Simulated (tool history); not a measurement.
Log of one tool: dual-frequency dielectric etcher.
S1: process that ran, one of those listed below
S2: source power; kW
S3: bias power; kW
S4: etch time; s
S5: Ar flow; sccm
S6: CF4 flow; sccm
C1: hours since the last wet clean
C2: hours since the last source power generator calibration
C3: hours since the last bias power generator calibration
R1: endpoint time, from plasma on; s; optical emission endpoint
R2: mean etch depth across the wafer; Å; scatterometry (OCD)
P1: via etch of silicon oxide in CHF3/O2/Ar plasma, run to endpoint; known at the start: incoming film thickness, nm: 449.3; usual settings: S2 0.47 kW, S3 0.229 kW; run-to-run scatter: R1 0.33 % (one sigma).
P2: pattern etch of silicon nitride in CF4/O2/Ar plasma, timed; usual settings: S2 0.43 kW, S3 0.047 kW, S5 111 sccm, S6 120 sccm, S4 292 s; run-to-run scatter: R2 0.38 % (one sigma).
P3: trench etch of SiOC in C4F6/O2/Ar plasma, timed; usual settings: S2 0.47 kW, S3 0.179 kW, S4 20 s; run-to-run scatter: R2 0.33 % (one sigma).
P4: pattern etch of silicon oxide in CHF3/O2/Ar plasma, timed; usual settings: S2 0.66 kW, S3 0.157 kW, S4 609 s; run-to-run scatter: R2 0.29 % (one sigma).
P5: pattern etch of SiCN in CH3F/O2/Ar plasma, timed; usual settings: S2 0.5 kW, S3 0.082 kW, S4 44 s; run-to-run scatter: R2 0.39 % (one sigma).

Run 1, hour 5.3: S1 P1, S2 0.47 kW, S3 0.229 kW; C1 168.6; C2 2446.2; C3 1880.3. Result: R1 226.17 s.
Run 2, hour 9.2: S1 P3, S2 0.47 kW, S3 0.179 kW, S4 20 s; C1 172.5; C2 2450.1; C3 1884.2. Result: R2 441.72 Å.
Run 3, hour 16: S1 P2, S2 0.43 kW, S3 0.059 kW, S4 292 s, S5 111 sccm, S6 120 sccm; C1 179.3; C2 2456.9; C3 1891. Result: R2 5262.4 Å.
Run 4, hour 24.5: S1 P2, S2 0.43 kW, S3 0.047 kW, S4 194 s, S5 111 sccm, S6 120 sccm; C1 187.8; C2 2465.4; C3 1899.5. Result: R2 3249.6 Å.
Run 5, hour 28.3: S1 P3, S2 0.47 kW, S3 0.179 kW, S4 20 s; C1 191.6; C2 2469.2; C3 1903.3. Result: R2 441.45 Å.
Run 6, hour 35.7: S1 P1, S2 0.47 kW, S3 0.229 kW; C1 199; C2 2476.6; C3 1910.7. Result: R1 226.03 s.
At hour 40.9: source power generator calibrated.
Run 7, hour 43.5: S1 P3, S2 0.47 kW, S3 0.179 kW, S4 11 s; C1 206.8; C2 2.6; C3 1918.5. Result: R2 242.12 Å.
Run 8, hour 50.4: S1 P5, S2 0.5 kW, S3 0.058 kW, S4 44 s; C1 213.7; C2 9.5; C3 1925.4. Result: R2 169.13 Å.
Run 9, hour 54.4: S1 P2, S2 0.43 kW, S3 0.047 kW, S4 292 s, S5 86 sccm, S6 120 sccm; C1 217.7; C2 13.5; C3 1929.4. Result: R2 4938 Å.
Run 10, hour 58.3: S1 P2, S2 0.55 kW, S3 0.047 kW, S4 292 s, S5 111 sccm, S6 120 sccm; C1 221.6; C2 17.4; C3 1933.3. Result: R2 5991.9 Å.
Run 11, hour 65.1: S1 P5, S2 0.34 kW, S3 0.082 kW, S4 44 s; C1 228.4; C2 24.2; C3 1940.1. Result: R2 164.39 Å.
Run 12, hour 69.6: S1 P3, S2 0.3 kW, S3 0.179 kW, S4 20 s; C1 232.9; C2 28.7; C3 1944.6. Result: R2 370.19 Å.
Run 13, hour 76.3: S1 P1, S2 0.67 kW, S3 0.229 kW; C1 239.6; C2 35.4; C3 1951.3. Result: R1 197.44 s.
Run 14, hour 83.9: S1 P5, S2 0.5 kW, S3 0.082 kW, S4 34 s; C1 247.2; C2 43; C3 1958.9. Result: R2 147.14 Å.
Run 15, hour 88.7: S1 P2, S2 0.43 kW, S3 0.047 kW, S4 292 s, S5 111 sccm, S6 77 sccm; C1 252; C2 47.8; C3 1963.7. Result: R2 4558 Å.
Run 16, hour 94.1: S1 P1, S2 0.47 kW, S3 0.229 kW; C1 257.4; C2 53.2; C3 1969.1. Result: R1 225.47 s.
Run 17, hour 100.1: S1 P3, S2 0.47 kW, S3 0.216 kW, S4 20 s; C1 263.4; C2 59.2; C3 1975.1. Result: R2 467.75 Å.
Run 18, hour 108.5: S1 P5, S2 0.5 kW, S3 0.082 kW, S4 44 s; C1 271.8; C2 67.6; C3 1983.5. Result: R2 189.94 Å.
Run 19, hour 114.6: S1 P4, S2 0.66 kW, S3 0.157 kW, S4 609 s; C1 277.9; C2 73.7; C3 1989.6. Result: R2 11818 Å.
Run 20, hour 120.8: S1 P4, S2 0.51 kW, S3 0.157 kW, S4 609 s; C1 284.1; C2 79.9; C3 1995.8. Result: R2 10669 Å.
At hour 123.4: wet clean of the chamber.
Run 21, hour 126.5: S1 P1, S2 0.47 kW, S3 0.229 kW; C1 3.2; C2 85.6; C3 2001.5. Result: R1 225.65 s.
Run 22, hour 132.6: S1 P4, S2 0.66 kW, S3 0.157 kW, S4 408.5 s; C1 9.3; C2 91.7; C3 2007.6. Result: R2 7918.9 Å.
Run 23, hour 141: S1 P2, S2 0.43 kW, S3 0.047 kW, S4 292 s, S5 111 sccm, S6 120 sccm; C1 17.7; C2 100.1; C3 2016. Result: R2 4859.9 Å.
Run 24, hour 147: S1 P1, S2 0.58 kW, S3 0.162 kW; C1 23.7; C2 106.1; C3 2022. Result: R1 235.28 s.
Run 25, hour 154.1: S1 P1, S2 0.47 kW, S3 0.163 kW; C1 30.8; C2 113.2; C3 2029.1. Result: R1 252.35 s.
Run 26, hour 160.8: S1 P1, S2 0.65 kW, S3 0.186 kW; C1 37.5; C2 119.9; C3 2035.8. Result: R1 214.8 s.

Run 27 comes next. What will it give?
Run 27, hour 169: S1 P1, S2 0.47 kW, S3 0.318 kW; C1 45.7; C2 128.1; C3 2044. Result: R1 ?.

Run 27 gave R1 200.2 s.

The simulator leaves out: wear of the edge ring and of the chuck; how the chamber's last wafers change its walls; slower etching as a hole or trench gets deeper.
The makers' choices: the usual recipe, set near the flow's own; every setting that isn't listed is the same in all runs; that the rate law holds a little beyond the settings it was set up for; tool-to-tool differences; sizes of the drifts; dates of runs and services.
